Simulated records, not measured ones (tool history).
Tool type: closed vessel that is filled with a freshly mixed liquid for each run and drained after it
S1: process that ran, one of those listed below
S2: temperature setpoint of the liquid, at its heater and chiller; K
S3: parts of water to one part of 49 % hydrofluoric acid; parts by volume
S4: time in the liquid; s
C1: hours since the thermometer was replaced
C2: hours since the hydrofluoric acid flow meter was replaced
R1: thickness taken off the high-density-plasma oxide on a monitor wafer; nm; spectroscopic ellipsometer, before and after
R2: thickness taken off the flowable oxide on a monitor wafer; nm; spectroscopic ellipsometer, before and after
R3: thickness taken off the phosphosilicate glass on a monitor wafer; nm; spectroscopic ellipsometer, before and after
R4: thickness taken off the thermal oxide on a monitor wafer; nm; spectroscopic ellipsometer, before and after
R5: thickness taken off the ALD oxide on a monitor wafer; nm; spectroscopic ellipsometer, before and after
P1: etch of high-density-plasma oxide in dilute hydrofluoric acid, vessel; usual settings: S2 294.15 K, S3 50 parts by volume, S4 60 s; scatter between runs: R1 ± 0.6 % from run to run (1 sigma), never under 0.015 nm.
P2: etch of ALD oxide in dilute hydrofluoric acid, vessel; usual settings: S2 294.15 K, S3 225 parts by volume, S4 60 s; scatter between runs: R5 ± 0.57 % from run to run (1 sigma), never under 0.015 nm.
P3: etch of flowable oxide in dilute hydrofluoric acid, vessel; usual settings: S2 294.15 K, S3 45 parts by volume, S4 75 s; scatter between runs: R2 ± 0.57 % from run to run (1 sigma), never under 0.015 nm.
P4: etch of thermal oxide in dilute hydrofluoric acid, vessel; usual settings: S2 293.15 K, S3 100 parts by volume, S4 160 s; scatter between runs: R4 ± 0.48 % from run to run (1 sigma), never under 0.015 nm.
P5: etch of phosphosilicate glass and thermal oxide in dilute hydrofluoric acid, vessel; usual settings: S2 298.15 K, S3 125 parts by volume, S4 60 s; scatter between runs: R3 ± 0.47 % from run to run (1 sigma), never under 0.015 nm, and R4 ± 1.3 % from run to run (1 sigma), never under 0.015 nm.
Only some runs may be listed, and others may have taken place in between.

| run | day | S1 | S2 | S3 | S4 | C1 | C2 | R1 | R2 | R3 | R4 | R5 |
|---|---|---|---|---|---|---|---|---|---|---|---|---|
| 1 | 0.667 | P1 | 294.15 | 50 | 60 | 1002.7 | 1722.8 | 5.724 |  |  |  |  |
| 2 | 1.021 | P3 | 294.15 | 45 | 30 | 1011.2 | 1731.3 |  | 17.063 |  |  |  |
| 3 | 1.392 | P1 | 294.15 | 50 | 60 | 1020.1 | 1740.2 | 5.7255 |  |  |  |  |
| 4 | 1.896 | P5 | 298.15 | 45 | 60 | 1032.2 | 1752.3 |  |  | 168.59 | 6.8298 |  |
| 5 | 2.571 | P5 | 298.15 | 125 | 30 | 1048.4 | 1768.5 |  |  | 27.707 | 1.0903 |  |
| 6 | 3.075 | P5 | 305.15 | 125 | 60 | 1060.5 | 1780.6 |  |  | 70.918 | 2.8854 |  |
| 7 | 3.417 | P4 | 293.15 | 100 | 30 | 1068.7 | 1788.8 |  |  |  | 1.2126 |  |
| 8 | 3.771 | P1 | 290.15 | 70 | 60 | 1077.2 | 1797.3 | 3.3855 |  |  |  |  |
| 9 | 4.133 | P1 | 294.15 | 50 | 30 | 1085.9 | 1806 | 2.885 |  |  |  |  |
| 10 | 4.575 | P2 | 294.15 | 395 | 60 | 1096.5 | 1816.6 |  |  |  |  | 2.2222 |
| 11 | 5.125 | P2 | 294.15 | 225 | 60 | 1109.7 | 1829.8 |  |  |  |  | 4.5271 |
| 12 | 5.771 | P3 | 290.15 | 45 | 75 | 1125.2 | 1845.3 |  | 36.021 |  |  |  |
| 13 | 6.217 | P2 | 290.15 | 225 | 60 | 1135.9 | 1856 |  |  |  |  | 3.8549 |
| 14 | 6.938 | P2 | 294.15 | 225 | 120 | 1153.2 | 1873.3 |  |  |  |  | 9.0708 |
| 15 | 7.375 | P1 | 294.15 | 50 | 60 | 1163.7 | 1883.8 | 5.7751 |  |  |  |  |
| 16 | 8.042 | P1 | 294.15 | 20 | 60 | 1179.7 | 1899.8 | 14.831 |  |  |  |  |
| 17 | 8.617 | P4 | 290.15 | 100 | 160 | 1193.5 | 1913.6 |  |  |  | 5.6851 |  |
| 18 | 9.008 | P4 | 293.15 | 100 | 160 | 1202.9 | 1923 |  |  |  | 6.5049 |  |
| 19 | 9.538 | P1 | 294.15 | 90 | 60 | 1215.6 | 1935.7 | 3.0542 |  |  |  |  |
| 20 | 10.125 | P5 | 298.15 | 125 | 60 | 1229.7 | 1949.8 |  |  | 54.86 | 2.2023 |  |
| 21 | 10.529 | P1 | 300.65 | 90 | 60 | 1239.4 | 1959.5 | 3.9439 |  |  |  |  |
| 22 | 10.921 | P1 | 299.65 | 50 | 60 | 1248.8 | 1968.9 | 7.1222 |  |  |  |  |

What does the tool deliver on the next run?
| 23 | 11.412 | P1 | 290.15 | 50 | 60 | 1260.6 | 1980.7 | ? |  |  |  |  |

{"run 23": {"R1": 4.8106}}
